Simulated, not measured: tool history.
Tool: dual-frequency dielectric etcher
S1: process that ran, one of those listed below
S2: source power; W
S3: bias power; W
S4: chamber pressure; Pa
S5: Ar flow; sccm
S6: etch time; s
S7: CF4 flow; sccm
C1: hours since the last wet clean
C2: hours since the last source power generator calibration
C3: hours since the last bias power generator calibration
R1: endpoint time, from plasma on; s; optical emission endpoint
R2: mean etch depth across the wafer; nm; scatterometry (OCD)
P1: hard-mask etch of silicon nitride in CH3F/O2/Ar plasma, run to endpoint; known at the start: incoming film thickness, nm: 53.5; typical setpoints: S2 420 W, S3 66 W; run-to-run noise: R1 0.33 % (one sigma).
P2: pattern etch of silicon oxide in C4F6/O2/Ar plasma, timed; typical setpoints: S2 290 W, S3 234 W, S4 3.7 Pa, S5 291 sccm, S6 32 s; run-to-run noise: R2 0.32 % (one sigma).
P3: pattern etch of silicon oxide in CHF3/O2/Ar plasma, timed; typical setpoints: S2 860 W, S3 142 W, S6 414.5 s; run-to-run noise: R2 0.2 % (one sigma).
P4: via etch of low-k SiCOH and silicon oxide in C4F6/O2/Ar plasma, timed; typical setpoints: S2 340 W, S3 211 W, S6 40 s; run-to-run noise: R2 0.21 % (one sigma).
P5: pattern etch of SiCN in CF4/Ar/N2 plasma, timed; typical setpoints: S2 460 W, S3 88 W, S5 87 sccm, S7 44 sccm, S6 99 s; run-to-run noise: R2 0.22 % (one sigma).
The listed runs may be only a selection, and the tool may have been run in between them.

| run | hour | S1 | S2 | S3 | S4 | S5 | S6 | S7 | C1 | C2 | C3 | R1 | R2 |
|---|---|---|---|---|---|---|---|---|---|---|---|---|---|
| 1 | 6.9 | P1 | 420 | 66 |  |  |  |  | 90.7 | 2120.6 | 444.8 | 77.83 |  |
| 2 | 11.7 | P2 | 290 | 234 | 3.7 | 291 | 32 |  | 95.5 | 2125.4 | 449.6 |  | 99.108 |
| 3 | 16.4 | P1 | 420 | 66 |  |  |  |  | 100.2 | 2130.1 | 454.3 | 78.066 |  |
| 4 | 22.3 | P3 | 860 | 142 |  |  | 573.5 |  | 106.1 | 2136 | 460.2 |  | 1195.1 |
| 5 | 28.2 | P1 | 420 | 66 |  |  |  |  | 112 | 2141.9 | 466.1 | 78.17 |  |
| 6 | 33.8 | P2 | 290 | 234 | 4.5 | 291 | 32 |  | 117.6 | 2147.5 | 471.7 |  | 96.844 |
| 7 | 40.2 | P1 | 420 | 66 |  |  |  |  | 124 | 2153.9 | 478.1 | 77.902 |  |
| 8 | 43.5 | P1 | 420 | 66 |  |  |  |  | 127.3 | 2157.2 | 481.4 | 78.174 |  |
| 9 | 48.4 | P3 | 1060 | 142 |  |  | 414.5 |  | 132.2 | 2162.1 | 486.3 |  | 939.22 |
| 10 | 54.1 | P1 | 320 | 66 |  |  |  |  | 137.9 | 2167.8 | 492 | 86.301 |  |
| 11 | 58 | P1 | 420 | 66 |  |  |  |  | 141.8 | 2171.7 | 495.9 | 78.15 |  |
| 12 | 63.4 | P3 | 860 | 142 |  |  | 414.5 |  | 147.2 | 2177.1 | 501.3 |  | 865.86 |
| 13 | 66.5 | P5 | 460 | 88 |  | 87 | 99 | 61 | 150.3 | 2180.2 | 504.4 |  | 96.418 |
| 14 | 70.6 | P4 | 340 | 211 |  |  | 22 |  | 154.4 | 2184.3 | 508.5 |  | 55.536 |
| 15 | 76.8 | P1 | 490 | 66 |  |  |  |  | 160.6 | 2190.5 | 514.7 | 73.743 |  |
| 16 | 80.2 | P2 | 290 | 234 | 3.7 | 399 | 32 |  | 164 | 2193.9 | 518.1 |  | 95.216 |
| 17 | 85 | P4 | 340 | 211 |  |  | 40 |  | 168.8 | 2198.7 | 522.9 |  | 100.99 |
| 18 | 91 | P5 | 460 | 88 |  | 50 | 99 | 44 | 174.8 | 2204.7 | 528.9 |  | 99.531 |
| 19 | 96.5 | P5 | 460 | 88 |  | 87 | 99 | 44 | 180.3 | 2210.2 | 534.4 |  | 92.042 |
| 20 | 102 | P1 | 420 | 66 |  |  |  |  | 185.8 | 2215.7 | 539.9 | 77.535 |  |
| 21 | 105.2 | P4 | 340 | 152 |  |  | 40 |  | 189 | 2218.9 | 543.1 |  | 91.042 |
| 22 | 112 | P2 | 360 | 234 | 3.7 | 291 | 32 |  | 195.8 | 2225.7 | 549.9 |  | 107.27 |
| 23 | 118.1 | P3 | 860 | 177 |  |  | 414.5 |  | 201.9 | 2231.8 | 556 |  | 930.06 |
| 24 | 123.8 | P1 | 420 | 80 |  |  |  |  | 207.6 | 2237.5 | 561.7 | 73.134 |  |
| 25 | 130.6 | P5 | 640 | 88 |  | 87 | 99 | 44 | 214.4 | 2244.3 | 568.5 |  | 122.89 |
| 26 | 136.8 | P1 | 420 | 53 |  |  |  |  | 220.6 | 2250.5 | 574.7 | 84.031 |  |
| 27 | 141.1 | P5 | 460 | 88 |  | 87 | 58 | 44 | 224.9 | 2254.8 | 579 |  | 53.893 |
| 28 | 144.6 | P1 | 500 | 87 |  |  |  |  | 228.4 | 2258.3 | 582.5 | 66.253 |  |
| 29 | 148 | P2 | 290 | 234 | 3.7 | 291 | 19 |  | 231.8 | 2261.7 | 585.9 |  | 58.697 |
| 30 | 152.4 | P2 | 290 | 139 | 3.7 | 291 | 32 |  | 236.2 | 2266.1 | 590.3 |  | 83.559 |
| 31 | 157 | P4 | 340 | 211 |  |  | 40 |  | 240.8 | 2270.7 | 594.9 |  | 100.87 |
| 32 | 161.9 | P4 | 210 | 211 |  |  | 40 |  | 245.7 | 2275.6 | 599.8 |  | 83.933 |
| 33 | 168.3 | P5 | 460 | 69 |  | 87 | 99 | 44 | 252.1 | 2282 | 606.2 |  | 84.157 |
| 34 | 172 | P1 | 490 | 50 |  |  |  |  | 255.8 | 2285.7 | 609.9 | 80.681 |  |
| 35 | 176.9 | P5 | 460 | 88 |  | 87 | 99 | 44 | 260.7 | 2290.6 | 614.8 |  | 92.011 |
| 36 | 180.9 | P3 | 860 | 142 |  |  | 414.5 |  | 264.7 | 2294.6 | 618.8 |  | 867.59 |
| 37 | 183.9 | P1 | 420 | 66 |  |  |  |  | 267.7 | 2297.6 | 621.8 | 77.584 |  |
| 38 | 188.6 | P1 | 420 | 66 |  |  |  |  | 272.4 | 2302.3 | 626.5 | 78.267 |  |
| 39 | 192.2 | P1 | 420 | 66 |  |  |  |  | 276 | 2305.9 | 630.1 | 78.811 |  |
| 40 | 196.4 | P1 | 420 | 66 |  |  |  |  | 280.2 | 2310.1 | 634.3 | 78.635 |  |
| 41 | 199.6 | P1 | 420 | 66 |  |  |  |  | 283.4 | 2313.3 | 637.5 | 79.031 |  |
|  | 202.6 | wet clean of the chamber |
| 42 | 204.6 | P1 | 420 | 66 |  |  |  |  | 2.1 | 2318.3 | 642.5 | 79.192 |  |
| 43 | 209.7 | P1 | 420 | 66 |  |  |  |  | 7.2 | 2323.4 | 647.6 | 79.097 |  |
| 44 | 214.3 | P1 | 420 | 66 |  |  |  |  | 11.8 | 2328 | 652.2 | 79.454 |  |
| 45 | 220.6 | P1 | 420 | 66 |  |  |  |  | 18.1 | 2334.3 | 658.5 | 79.102 |  |
| 46 | 226.6 | P1 | 420 | 66 |  |  |  |  | 24.1 | 2340.3 | 664.5 | 79.453 |  |

What P1 gives has crept away from where it was. These 2 causes fit the log equally well, each at the size given:
A: bias power that arrives under what is set, % = 4.84
B: source power that arrives under what is set, % = 4.23
At approximately hour 183.9, the process output began to creep.
What rules out each remaining cause:
chamber walls in a state that lowers the etch rate, %: maintenance at hour 202.6, after the shift began, did not return the process to its former output

Consider the 4 single-wafer check runs listed below, results given as question marks: which one distinguishes between the causes by giving clearly different results for each?
| check 1 | 232.6 | P2 | 330 | 177 | 3.7 | 291 | 32 |  |  |  |  |  | ? |
| check 2 | 232.6 | P5 | 630 | 88 |  | 87 | 99 | 61 |  |  |  |  | ? |
| check 3 | 232.6 | P4 | 340 | 181 |  |  | 40 |  |  |  |  |  | ? |
| check 4 | 232.6 | P3 | 1010 | 142 |  |  | 414.5 |  |  |  |  |  | ? |

If the cause were each of the candidates in turn, the checks would give the following:
| check | result | if A | if B |
|---|---|---|---|
| check 1 | R2 | 93.232 | 93.137 |
| check 2 | R2 | 124.94 | 122.41 |
| check 3 | R2 | 94.699 | 94.607 |
| check 4 | R2 | 907.99 | 906.3 |
How far apart the two closest causes lie, in the result that separates them most: check 1 0.1 %; check 2 2.05 %; check 3 0.1 %; check 4 0.19 %
Of the check runs offered, only check 2 discriminates between the causes; the rest would read about the same regardless of which cause applies.

Running check 2 produced the following: R2 124.7 nm. Which one of the listed causes fits?

The cause is A: bias power that arrives under what is set, %.
